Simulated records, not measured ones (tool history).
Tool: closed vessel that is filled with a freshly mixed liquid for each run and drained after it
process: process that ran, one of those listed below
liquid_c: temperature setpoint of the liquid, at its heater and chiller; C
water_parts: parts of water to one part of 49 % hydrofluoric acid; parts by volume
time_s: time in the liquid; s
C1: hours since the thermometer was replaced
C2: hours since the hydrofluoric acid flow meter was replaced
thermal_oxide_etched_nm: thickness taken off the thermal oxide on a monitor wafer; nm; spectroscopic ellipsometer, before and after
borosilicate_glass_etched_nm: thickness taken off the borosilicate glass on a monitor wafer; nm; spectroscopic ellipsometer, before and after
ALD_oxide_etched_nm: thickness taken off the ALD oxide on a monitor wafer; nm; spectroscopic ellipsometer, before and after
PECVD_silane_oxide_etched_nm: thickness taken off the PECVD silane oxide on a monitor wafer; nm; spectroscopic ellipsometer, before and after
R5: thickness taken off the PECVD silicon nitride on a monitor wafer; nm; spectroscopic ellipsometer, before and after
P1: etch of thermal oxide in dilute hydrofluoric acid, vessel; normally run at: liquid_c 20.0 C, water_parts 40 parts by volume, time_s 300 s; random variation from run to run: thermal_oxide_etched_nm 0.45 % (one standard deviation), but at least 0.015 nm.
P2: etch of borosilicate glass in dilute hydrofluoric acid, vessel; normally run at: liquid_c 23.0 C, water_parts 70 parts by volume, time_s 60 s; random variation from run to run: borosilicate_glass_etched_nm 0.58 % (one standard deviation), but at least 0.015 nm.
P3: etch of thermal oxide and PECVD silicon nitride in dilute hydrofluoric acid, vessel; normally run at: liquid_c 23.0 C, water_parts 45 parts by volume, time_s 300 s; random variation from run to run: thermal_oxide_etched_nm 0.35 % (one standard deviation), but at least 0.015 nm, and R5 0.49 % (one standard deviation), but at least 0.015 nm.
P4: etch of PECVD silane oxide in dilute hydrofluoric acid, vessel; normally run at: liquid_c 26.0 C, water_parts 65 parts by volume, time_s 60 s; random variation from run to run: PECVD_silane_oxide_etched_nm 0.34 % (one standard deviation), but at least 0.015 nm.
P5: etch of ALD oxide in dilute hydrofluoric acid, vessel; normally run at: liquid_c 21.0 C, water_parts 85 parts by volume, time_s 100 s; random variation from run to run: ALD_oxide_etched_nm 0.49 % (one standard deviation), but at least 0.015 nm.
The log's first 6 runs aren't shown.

Run 7, hour 39.2: process P5, liquid_c 21.0 C, water_parts 85 parts by volume, time_s 100 s; C1 840.2; C2 412.5. Result: ALD_oxide_etched_nm 12.1410 nm.
Run 8, hour 46.2: process P1, liquid_c 20.0 C, water_parts 40 parts by volume, time_s 300 s; C1 847.2; C2 419.5. Result: thermal_oxide_etched_nm 32.355 nm.
Run 9, hour 49.6: process P2, liquid_c 30.0 C, water_parts 70 parts by volume, time_s 60 s; C1 850.6; C2 422.9. Result: borosilicate_glass_etched_nm 18.8710 nm.
Run 10, hour 54.2: process P3, liquid_c 17.0 C, water_parts 45 parts by volume, time_s 300 s; C1 855.2; C2 427.5. Result: thermal_oxide_etched_nm 24.151 nm, R5 14.368 nm.
Run 11, hour 58.2: process P4, liquid_c 26.0 C, water_parts 65 parts by volume, time_s 60 s; C1 859.2; C2 431.5. Result: PECVD_silane_oxide_etched_nm 50.715 nm.
Run 12, hour 63.9: process P3, liquid_c 23.0 C, water_parts 45 parts by volume, time_s 300 s; C1 864.9; C2 437.2. Result: thermal_oxide_etched_nm 31.118 nm, R5 21.986 nm.
Run 13, hour 70.6: process P1, liquid_c 20.0 C, water_parts 40 parts by volume, time_s 300 s; C1 871.6; C2 443.9. Result: thermal_oxide_etched_nm 32.611 nm.
Run 14, hour 77.6: process P5, liquid_c 21.0 C, water_parts 85 parts by volume, time_s 30 s; C1 878.6; C2 450.9. Result: ALD_oxide_etched_nm 3.6583 nm.
Run 15, hour 82.7: process P3, liquid_c 23.0 C, water_parts 60 parts by volume, time_s 300 s; C1 883.7; C2 456.0. Result: thermal_oxide_etched_nm 22.874 nm, R5 16.463 nm.
Run 16, hour 89.4: process P2, liquid_c 23.0 C, water_parts 70 parts by volume, time_s 60 s; C1 890.4; C2 462.7. Result: borosilicate_glass_etched_nm 14.3090 nm.
Run 17, hour 94.4: process P4, liquid_c 26.0 C, water_parts 25 parts by volume, time_s 60 s; C1 895.4; C2 467.7. Result: PECVD_silane_oxide_etched_nm 140.990 nm.
Run 18, hour 101.3: process P4, liquid_c 26.0 C, water_parts 65 parts by volume, time_s 110 s; C1 902.3; C2 474.6. Result: PECVD_silane_oxide_etched_nm 93.124 nm.

The next listed run, before its measurement:
Run 19, hour 107.1: process P1, liquid_c 20.0 C, water_parts 40 parts by volume, time_s 515 s; C1 908.1; C2 480.4. Result: thermal_oxide_etched_nm ?.

thermal_oxide_etched_nm: 56.198 nm
